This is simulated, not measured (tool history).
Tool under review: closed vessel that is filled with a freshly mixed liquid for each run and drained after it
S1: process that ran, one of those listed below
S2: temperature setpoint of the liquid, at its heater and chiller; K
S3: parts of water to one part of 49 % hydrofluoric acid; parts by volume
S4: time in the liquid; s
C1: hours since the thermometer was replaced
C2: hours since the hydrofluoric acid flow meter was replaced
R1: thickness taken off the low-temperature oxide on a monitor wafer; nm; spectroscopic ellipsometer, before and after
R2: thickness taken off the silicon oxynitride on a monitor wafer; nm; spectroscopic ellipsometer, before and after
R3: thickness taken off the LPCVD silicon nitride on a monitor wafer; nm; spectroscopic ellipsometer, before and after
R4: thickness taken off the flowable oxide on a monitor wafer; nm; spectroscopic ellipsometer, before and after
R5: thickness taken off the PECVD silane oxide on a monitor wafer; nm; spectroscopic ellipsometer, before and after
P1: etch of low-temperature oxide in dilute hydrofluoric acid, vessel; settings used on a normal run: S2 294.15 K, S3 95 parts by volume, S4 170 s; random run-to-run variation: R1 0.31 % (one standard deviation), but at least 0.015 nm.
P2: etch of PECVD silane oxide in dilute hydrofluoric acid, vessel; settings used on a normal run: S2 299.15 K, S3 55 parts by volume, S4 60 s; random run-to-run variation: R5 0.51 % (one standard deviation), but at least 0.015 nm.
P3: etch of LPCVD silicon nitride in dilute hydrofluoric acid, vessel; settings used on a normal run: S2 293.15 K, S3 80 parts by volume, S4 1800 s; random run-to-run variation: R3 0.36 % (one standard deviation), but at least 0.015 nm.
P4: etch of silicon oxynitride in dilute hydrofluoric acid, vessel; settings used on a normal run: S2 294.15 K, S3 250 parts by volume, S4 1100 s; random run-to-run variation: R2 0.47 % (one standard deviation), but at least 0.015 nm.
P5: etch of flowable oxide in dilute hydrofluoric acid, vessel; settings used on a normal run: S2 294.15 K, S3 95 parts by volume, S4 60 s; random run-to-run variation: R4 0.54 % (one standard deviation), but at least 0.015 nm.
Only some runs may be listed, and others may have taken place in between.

{"run": 1, "hour": 2.8, "S1": "P1", "S2": 294.15, "S3": 95, "S4": 170, "C1": 777.8, "C2": 277.6, "R1": 40.903}
{"run": 2, "hour": 6.4, "S1": "P4", "S2": 294.15, "S3": 150, "S4": 1100, "C1": 781.4, "C2": 281.2, "R2": 28.699}
{"run": 3, "hour": 11.3, "S1": "P3", "S2": 293.15, "S3": 80, "S4": 1800, "C1": 786.3, "C2": 286.1, "R3": 8.9454}
{"run": 4, "hour": 17.3, "S1": "P5", "S2": 294.15, "S3": 25, "S4": 60, "C1": 792.3, "C2": 292.1, "R4": 163.47}
{"run": 5, "hour": 22.2, "S1": "P5", "S2": 294.15, "S3": 95, "S4": 60, "C1": 797.2, "C2": 297.0, "R4": 38.969}
{"run": 6, "hour": 26.3, "S1": "P1", "S2": 294.15, "S3": 165, "S4": 170, "C1": 801.3, "C2": 301.1, "R1": 21.714}
{"run": 7, "hour": 30.9, "S1": "P1", "S2": 294.15, "S3": 50, "S4": 170, "C1": 805.9, "C2": 305.7, "R1": 81.937}
{"run": 8, "hour": 35.5, "S1": "P5", "S2": 290.15, "S3": 95, "S4": 60, "C1": 810.5, "C2": 310.3, "R4": 32.965}
{"run": 9, "hour": 40.6, "S1": "P4", "S2": 294.15, "S3": 250, "S4": 1100, "C1": 815.6, "C2": 315.4, "R2": 16.228}
{"run": 10, "hour": 45.6, "S1": "P2", "S2": 299.15, "S3": 55, "S4": 60, "C1": 820.6, "C2": 320.4, "R5": 40.128}
{"run": 11, "hour": 49.1, "S1": "P1", "S2": 290.15, "S3": 95, "S4": 170, "C1": 824.1, "C2": 323.9, "R1": 34.345}
{"run": 12, "hour": 52.4, "S1": "P3", "S2": 290.15, "S3": 80, "S4": 1800, "C1": 827.4, "C2": 327.2, "R3": 7.3181}
{"run": 13, "hour": 57.5, "S1": "P3", "S2": 293.15, "S3": 110, "S4": 1800, "C1": 832.5, "C2": 332.3, "R3": 6.5441}
{"run": 14, "hour": 60.7, "S1": "P1", "S2": 294.15, "S3": 95, "S4": 170, "C1": 835.7, "C2": 335.5, "R1": 40.632}
{"run": 15, "hour": 65.1, "S1": "P1", "S2": 294.15, "S3": 95, "S4": 170, "C1": 840.1, "C2": 339.9, "R1": 40.787}
{"run": 16, "hour": 69.9, "S1": "P1", "S2": 294.15, "S3": 95, "S4": 170, "C1": 844.9, "C2": 344.7, "R1": 40.615}
{"run": 17, "hour": 74.4, "S1": "P2", "S2": 304.15, "S3": 55, "S4": 60, "C1": 849.4, "C2": 349.2, "R5": 48.773}
{"run": 18, "hour": 79.5, "S1": "P3", "S2": 293.15, "S3": 80, "S4": 1800, "C1": 854.5, "C2": 354.3, "R3": 8.9671}
{"run": 19, "hour": 82.5, "S1": "P3", "S2": 293.15, "S3": 80, "S4": 3250, "C1": 857.5, "C2": 357.3, "R3": 16.061}
{"run": 20, "hour": 87.7, "S1": "P4", "S2": 294.15, "S3": 250, "S4": 1100, "C1": 862.7, "C2": 362.5, "R2": 16.061}
{"run": 21, "hour": 91.9, "S1": "P2", "S2": 299.15, "S3": 90, "S4": 60, "C1": 866.9, "C2": 366.7, "R5": 23.42}
{"run": 22, "hour": 97.2, "S1": "P1", "S2": 290.15, "S3": 175, "S4": 170, "C1": 872.2, "C2": 372.0, "R1": 17.225}
{"run": 23, "hour": 102.9, "S1": "P4", "S2": 300.15, "S3": 250, "S4": 1100, "C1": 877.9, "C2": 377.7, "R2": 21.09}
{"run": 24, "hour": 106.2, "S1": "P5", "S2": 294.15, "S3": 95, "S4": 30, "C1": 881.2, "C2": 381.0, "R4": 19.452}
{"run": 25, "hour": 109.5, "S1": "P4", "S2": 294.15, "S3": 250, "S4": 2105, "C1": 884.5, "C2": 384.3, "R2": 30.91}
{"run": 26, "hour": 112.8, "S1": "P1", "S2": 294.15, "S3": 95, "S4": 325, "C1": 887.8, "C2": 387.6, "R1": 77.783}
{"run": 27, "hour": 116.6, "S1": "P2", "S2": 299.15, "S3": 55, "S4": 115, "C1": 891.6, "C2": 391.4, "R5": 76.9}
{"run": 28, "hour": 119.6, "S1": "P1", "S2": 294.15, "S3": 95, "S4": 65, "C1": 894.6, "C2": 394.4, "R1": 15.566}
{"run": 29, "hour": 124.7, "S1": "P1", "S2": 299.65, "S3": 95, "S4": 170, "C1": 899.7, "C2": 399.5, "R1": 50.743}
{"run": 30, "hour": 128.8, "S1": "P1", "S2": 294.15, "S3": 95, "S4": 170, "C1": 903.8, "C2": 403.6, "R1": 40.799}
{"run": 31, "hour": 133.0, "S1": "P1", "S2": 294.15, "S3": 95, "S4": 170, "C1": 908.0, "C2": 407.8, "R1": 39.573}
{"run": 32, "hour": 136.0, "S1": "P1", "S2": 294.15, "S3": 95, "S4": 170, "C1": 911.0, "C2": 410.8, "R1": 39.001}
{"run": 33, "hour": 139.6, "S1": "P1", "S2": 294.15, "S3": 95, "S4": 170, "C1": 914.6, "C2": 414.4, "R1": 38.644}
{"run": 34, "hour": 142.6, "S1": "P1", "S2": 294.15, "S3": 95, "S4": 170, "C1": 917.6, "C2": 417.4, "R1": 38.039}
{"run": 35, "hour": 148.1, "S1": "P1", "S2": 294.15, "S3": 95, "S4": 170, "C1": 923.1, "C2": 422.9, "R1": 37.641}
{"run": 36, "hour": 151.4, "S1": "P1", "S2": 294.15, "S3": 95, "S4": 170, "C1": 926.4, "C2": 426.2, "R1": 37.683}
{"run": 37, "hour": 155.7, "S1": "P1", "S2": 294.15, "S3": 95, "S4": 170, "C1": 930.7, "C2": 430.5, "R1": 37.372}
{"run": 38, "hour": 161.8, "S1": "P1", "S2": 294.15, "S3": 95, "S4": 170, "C1": 936.8, "C2": 436.6, "R1": 37.159}
{"run": 39, "hour": 167.1, "S1": "P1", "S2": 294.15, "S3": 95, "S4": 170, "C1": 942.1, "C2": 441.9, "R1": 37.166}
{"run": 40, "hour": 170.2, "S1": "P1", "S2": 294.15, "S3": 95, "S4": 170, "C1": 945.2, "C2": 445.0, "R1": 37.226}
{"run": 41, "hour": 174.4, "S1": "P1", "S2": 294.15, "S3": 95, "S4": 170, "C1": 949.4, "C2": 449.2, "R1": 37.196}

What P1 gives has crept off from where it sat before. The 2 causes that follow fit the log equally well, each at the size noted:
A: hydrofluoric acid flow below the setpoint (%) = 8
B: liquid colder than its thermometer reads (K) = 2.26
At approximately hour 128.8, the process output began to creep.

Question marks stand in for the results of the 4 check runs listed below, each run on one wafer. Under which run would the listed causes show clearly different results?
{"run": "check 1", "hour": 178.6, "S1": "P4", "S2": 299.65, "S3": 250, "S4": 2070, "R2": "?"}
{"run": "check 2", "hour": 178.6, "S1": "P5", "S2": 290.15, "S3": 95, "S4": 30, "R4": "?"}
{"run": "check 3", "hour": 178.6, "S1": "P3", "S2": 290.15, "S3": 80, "S4": 1800, "R3": "?"}
{"run": "check 4", "hour": 178.6, "S1": "P2", "S2": 304.15, "S3": 55, "S4": 115, "R5": "?"}

Outcome of each check run for each possible cause:
check=check_1 result=R2 if_A=34.946 if_B=35.059
check=check_2 result=R4 if_A=15.055 if_B=14.986
check=check_3 result=R3 if_A=6.6815 if_B=6.1719
check=check_4 result=R5 if_A=85.875 if_B=86.083
Gap, in per cent, between the two causes that each check separates least, read from the result that separates them most: check 1 0.32 %; check 2 0.46 %; check 3 7.93 %; check 4 0.24 %
The causes can be told apart only by check 3. The other checks would give nearly the same results under each of them.

Here is what check 3 returned: R3 6.1509 nm. Which cause is it?

It is B: liquid colder than its thermometer reads (K).
